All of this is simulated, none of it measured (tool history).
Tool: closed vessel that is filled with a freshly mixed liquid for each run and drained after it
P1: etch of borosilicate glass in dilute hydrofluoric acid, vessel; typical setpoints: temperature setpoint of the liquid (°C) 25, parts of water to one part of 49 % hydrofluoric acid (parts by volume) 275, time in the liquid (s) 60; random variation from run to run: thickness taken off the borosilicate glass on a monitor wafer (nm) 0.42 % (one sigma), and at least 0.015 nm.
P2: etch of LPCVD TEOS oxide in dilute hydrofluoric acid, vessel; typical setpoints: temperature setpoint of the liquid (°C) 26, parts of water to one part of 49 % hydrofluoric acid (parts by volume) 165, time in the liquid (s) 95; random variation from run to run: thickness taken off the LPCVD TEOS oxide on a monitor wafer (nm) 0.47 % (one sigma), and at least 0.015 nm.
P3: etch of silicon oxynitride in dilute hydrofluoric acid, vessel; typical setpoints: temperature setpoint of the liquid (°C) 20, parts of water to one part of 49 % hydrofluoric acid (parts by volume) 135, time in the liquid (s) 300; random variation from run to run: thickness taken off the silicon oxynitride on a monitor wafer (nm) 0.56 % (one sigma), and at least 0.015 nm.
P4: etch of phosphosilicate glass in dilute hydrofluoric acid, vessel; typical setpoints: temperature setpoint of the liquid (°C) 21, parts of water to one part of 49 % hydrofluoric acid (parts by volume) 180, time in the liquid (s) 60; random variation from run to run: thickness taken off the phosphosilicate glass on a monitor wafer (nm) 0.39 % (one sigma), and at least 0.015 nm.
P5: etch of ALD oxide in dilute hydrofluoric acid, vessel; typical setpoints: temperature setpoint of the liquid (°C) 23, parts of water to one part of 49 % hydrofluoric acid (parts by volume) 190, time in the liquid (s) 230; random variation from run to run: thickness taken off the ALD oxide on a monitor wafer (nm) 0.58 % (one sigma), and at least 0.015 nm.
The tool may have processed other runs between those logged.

run   hour  process that ran  temperature setpoint of the liquid (°C)  parts of water to one part of 49 % hydrofluoric acid (parts by volume)  time in the liquid (s)  thickness taken off the borosilicate glass on a monitor wafer (nm)  thickness taken off the ALD oxide on a monitor wafer (nm)  thickness taken off the silicon oxynitride on a monitor wafer (nm)  thickness taken off the phosphosilicate glass on a monitor wafer (nm)  thickness taken off the LPCVD TEOS oxide on a monitor wafer (nm)
  1    6.5                P1                                       25                                                                     275                      60                                                              6.6143
  2   15.9                P5                                       23                                                                     190                      30                                                                                                                         4.2847
  3   25.5                P3                                       20                                                                     135                     300                                                                                                                                                                                             8.4769
  4   31.6                P4                                       21                                                                     180                      60                                                                                                                                                                                                                                                                    32.342
  5   42.4                P4                                       21                                                                      50                      60                                                                                                                                                                                                                                                                    134.42
  6   48.6                P1                                       25                                                                     275                      60                                                              6.5679
  7   59.3                P3                                       17                                                                     135                     300                                                                                                                                                                                             7.4946
  8   69.2                P2                                       26                                                                     165                      95                                                                                                                                                                                                                                                                                                                                      24.794
  9   79.5                P1                                       25                                                                     275                      60                                                              6.5715
 10   87.3                P1                                     18.5                                                                     275                      60                                                              5.1877
 11   93.3                P1                                       25                                                                     275                      60                                                              6.5859
 12  102.7                P1                                       25                                                                     275                      60                                                              6.6618
 13  112.3                P1                                       25                                                                     275                      30                                                              3.2634
 14  118.7                P5                                       23                                                                     270                     230                                                                                                                         21.406
 15  125.3                P3                                       20                                                                     135                     300                                                                                                                                                                                             8.5478
 16  131.1                P1                                       25                                                                     275                     120                                                              13.202
 17  141.5                P4                                       21                                                                     180                      30                                                                                                                                                                                                                                                                    16.109
 18    149                P5                                     29.5                                                                     190                     230                                                                                                                         41.334
 19  158.6                P3                                       20                                                                     135                     560                                                                                                                                                                                             15.884
 20  169.4                P2                                       26                                                                     165                     185                                                                                                                                                                                                                                                                                                                                      48.143
 21  179.2                P1                                       25                                                                     410                      60                                                              3.8982
 22    185                P3                                       20                                                                      25                     300                                                                                                                                                                                             49.807
 23    195                P5                                       23                                                                     190                     230                                                                                                                         32.722
 24  206.1                P1                                       25                                                                     470                      30                                                              1.6226
       211  -- thermometer replaced
 25  211.3                P1                                       25                                                                     185                      30                                                              5.3985
 26  217.1                P1                                       25                                                                     100                      60                                                              21.999
 27  222.6                P1                                     32.5                                                                     275                      60                                                              8.4946
 28  232.3                P2                                       26                                                                     165                      95                                                                                                                                                                                                                                                                                                                                      24.726
 29  241.1                P4                                       27                                                                     180                      60                                                                                                                                                                                                                                                                    40.429
 30  251.4                P2                                       34                                                                     165                      95                                                                                                                                                                                                                                                                                                                                       32.81
 31  258.5                P4                                       21                                                                     180                      60                                                                                                                                                                                                                                                                    32.118
 32    264                P2                                       26                                                                     285                      95                                                                                                                                                                                                                                                                                                                                      12.711
 33  272.5                P1                                       25                                                                     275                      60                                                              6.5682
 34  281.2                P1                                       25                                                                     275                      60                                                              6.8354
 35  291.4                P1                                       25                                                                     275                      60                                                              7.0279
 36  299.4                P1                                       25                                                                     275                      60                                                              7.1113
 37    307                P1                                       25                                                                     275                      60                                                              7.0847
 38  316.1                P1                                       25                                                                     275                      60                                                              7.1301
 39  325.2                P1                                       25                                                                     275                      60                                                              7.1127
 40  331.7                P1                                       25                                                                     275                      60                                                              7.1689

What P1 gives has crept off from where it sat before. The 2 causes that follow fit the log equally well, each at the size noted:
A: liquid hotter than its thermometer reads (K) = 2.38
B: hydrofluoric acid flow above the setpoint (%) = 6.61
At approximately hour 272.5, the process output began to creep.

Each of the 4 check runs below uses one wafer; its results are left as question marks. Which run tells the causes apart?
check 1  338.2                P5                                     28.5                                                                     190                      30                                                                                                                              ?
check 2  338.2                P3                                       20                                                                      25                     300                                                                                                                                                                                                  ?
check 3  338.2                P2                                       26                                                                     215                     180                                                                                                                                                                                                                                                                                                                                           ?
check 4  338.2                P4                                       26                                                                     180                      30                                                                                                                                                                                                                                                                         ?

What every check run would give for each of its results, assuming each possible cause in turn:
  check                                                                 result    if A    if B
check 1              thickness taken off the ALD oxide on a monitor wafer (nm)  5.7255  5.6975
check 2     thickness taken off the silicon oxynitride on a monitor wafer (nm)  56.469  53.388
check 3       thickness taken off the LPCVD TEOS oxide on a monitor wafer (nm)  36.929  36.739
check 4  thickness taken off the phosphosilicate glass on a monitor wafer (nm)  21.168  20.975
Per-check spread between the two closest causes, in the result where they differ most: check 1 0.49 %; check 2 5.61 %; check 3 0.52 %; check 4 0.92 %
Only check 2 tells the causes apart: in the others they would give nearly the same result.

Here is what check 2 returned: thickness taken off the silicon oxynitride on a monitor wafer (nm) 57.05. Which cause is it?

The correct cause is A, namely: liquid hotter than its thermometer reads (K).

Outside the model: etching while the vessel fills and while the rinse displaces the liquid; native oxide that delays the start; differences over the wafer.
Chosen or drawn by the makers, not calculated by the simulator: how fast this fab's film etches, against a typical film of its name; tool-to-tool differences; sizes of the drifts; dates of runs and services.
